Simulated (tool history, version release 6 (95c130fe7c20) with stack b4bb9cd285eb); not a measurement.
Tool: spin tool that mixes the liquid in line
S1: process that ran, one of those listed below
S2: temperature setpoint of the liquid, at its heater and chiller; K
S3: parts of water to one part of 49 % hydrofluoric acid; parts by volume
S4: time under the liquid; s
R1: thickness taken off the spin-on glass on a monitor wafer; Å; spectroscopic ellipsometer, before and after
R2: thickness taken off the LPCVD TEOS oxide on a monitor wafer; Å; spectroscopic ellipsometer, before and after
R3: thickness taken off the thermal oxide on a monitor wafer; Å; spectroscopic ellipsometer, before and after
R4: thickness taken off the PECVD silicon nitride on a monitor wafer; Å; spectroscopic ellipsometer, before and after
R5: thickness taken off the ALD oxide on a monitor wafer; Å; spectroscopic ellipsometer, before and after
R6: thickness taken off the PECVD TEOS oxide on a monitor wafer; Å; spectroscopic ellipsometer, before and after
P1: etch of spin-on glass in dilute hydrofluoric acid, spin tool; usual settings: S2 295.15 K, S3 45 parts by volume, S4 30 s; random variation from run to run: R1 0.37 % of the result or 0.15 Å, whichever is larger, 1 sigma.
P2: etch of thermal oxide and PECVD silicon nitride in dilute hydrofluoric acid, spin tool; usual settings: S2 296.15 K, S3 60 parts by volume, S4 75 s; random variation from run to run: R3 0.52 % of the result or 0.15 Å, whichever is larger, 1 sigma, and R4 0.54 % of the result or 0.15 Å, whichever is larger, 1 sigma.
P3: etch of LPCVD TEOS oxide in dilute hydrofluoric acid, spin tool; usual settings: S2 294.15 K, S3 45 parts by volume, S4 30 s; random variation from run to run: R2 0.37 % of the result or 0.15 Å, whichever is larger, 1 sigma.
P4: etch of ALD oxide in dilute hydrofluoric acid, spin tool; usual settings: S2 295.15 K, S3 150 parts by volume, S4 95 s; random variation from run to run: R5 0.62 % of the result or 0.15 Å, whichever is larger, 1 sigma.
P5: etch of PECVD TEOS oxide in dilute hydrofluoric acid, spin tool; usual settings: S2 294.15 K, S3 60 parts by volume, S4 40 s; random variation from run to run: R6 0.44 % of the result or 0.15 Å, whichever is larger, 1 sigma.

{"run": 1, "hour": 15.8, "S1": "P1", "S2": 295.15, "S3": 45, "S4": 30, "R1": 469.78}
{"run": 2, "hour": 26.6, "S1": "P1", "S2": 295.15, "S3": 45, "S4": 30, "R1": 470.32}
{"run": 3, "hour": 44.6, "S1": "P3", "S2": 294.15, "S3": 80, "S4": 30, "R2": 77.609}
{"run": 4, "hour": 61.4, "S1": "P1", "S2": 295.15, "S3": 25, "S4": 15, "R1": 434.76}
{"run": 5, "hour": 72.1, "S1": "P2", "S2": 296.15, "S3": 90, "S4": 75, "R3": 39.528, "R4": 32.642}
{"run": 6, "hour": 89.9, "S1": "P1", "S2": 295.15, "S3": 70, "S4": 30, "R1": 293.22}
{"run": 7, "hour": 103.3, "S1": "P1", "S2": 295.15, "S3": 70, "S4": 15, "R1": 146.08}
{"run": 8, "hour": 120.1, "S1": "P3", "S2": 294.15, "S3": 45, "S4": 15, "R2": 72.173}
{"run": 9, "hour": 137.5, "S1": "P1", "S2": 295.15, "S3": 45, "S4": 30, "R1": 471.65}
{"run": 10, "hour": 151.9, "S1": "P3", "S2": 294.15, "S3": 45, "S4": 30, "R2": 144.93}
{"run": 11, "hour": 166.8, "S1": "P2", "S2": 303.65, "S3": 60, "S4": 75, "R3": 83.901, "R4": 80.023}
{"run": 12, "hour": 176.4, "S1": "P3", "S2": 290.15, "S3": 45, "S4": 30, "R2": 120.8}
{"run": 13, "hour": 186.0, "S1": "P1", "S2": 295.15, "S3": 45, "S4": 55, "R1": 856.63}
{"run": 14, "hour": 203.4, "S1": "P4", "S2": 295.15, "S3": 150, "S4": 95, "R5": 53.442}
{"run": 15, "hour": 215.8, "S1": "P4", "S2": 295.15, "S3": 150, "S4": 140, "R5": 78.904}
{"run": 16, "hour": 231.0, "S1": "P1", "S2": 298.65, "S3": 45, "S4": 30, "R1": 546.73}
{"run": 17, "hour": 246.1, "S1": "P1", "S2": 295.15, "S3": 45, "S4": 15, "R1": 235.1}
{"run": 18, "hour": 261.3, "S1": "P1", "S2": 290.15, "S3": 45, "S4": 30, "R1": 381.25}
{"run": 19, "hour": 274.2, "S1": "P4", "S2": 301.65, "S3": 150, "S4": 95, "R5": 67.257}
{"run": 20, "hour": 286.9, "S1": "P5", "S2": 294.15, "S3": 60, "S4": 40, "R6": 146.43}
{"run": 21, "hour": 295.9, "S1": "P3", "S2": 294.15, "S3": 45, "S4": 30, "R2": 144.78}
{"hour": 306.9, "done": "hydrofluoric acid flow meter replaced"}
{"run": 22, "hour": 311.2, "S1": "P5", "S2": 294.15, "S3": 90, "S4": 40, "R6": 94.982}
{"run": 23, "hour": 323.6, "S1": "P4", "S2": 295.15, "S3": 150, "S4": 95, "R5": 53.293}
{"run": 24, "hour": 336.1, "S1": "P5", "S2": 290.15, "S3": 60, "S4": 40, "R6": 125.4}

The next listed run, before its measurement:
{"run": 25, "hour": 353.0, "S1": "P1", "S2": 295.15, "S3": 30, "S4": 30, "R1": "?"}

R1: 716.53 Å

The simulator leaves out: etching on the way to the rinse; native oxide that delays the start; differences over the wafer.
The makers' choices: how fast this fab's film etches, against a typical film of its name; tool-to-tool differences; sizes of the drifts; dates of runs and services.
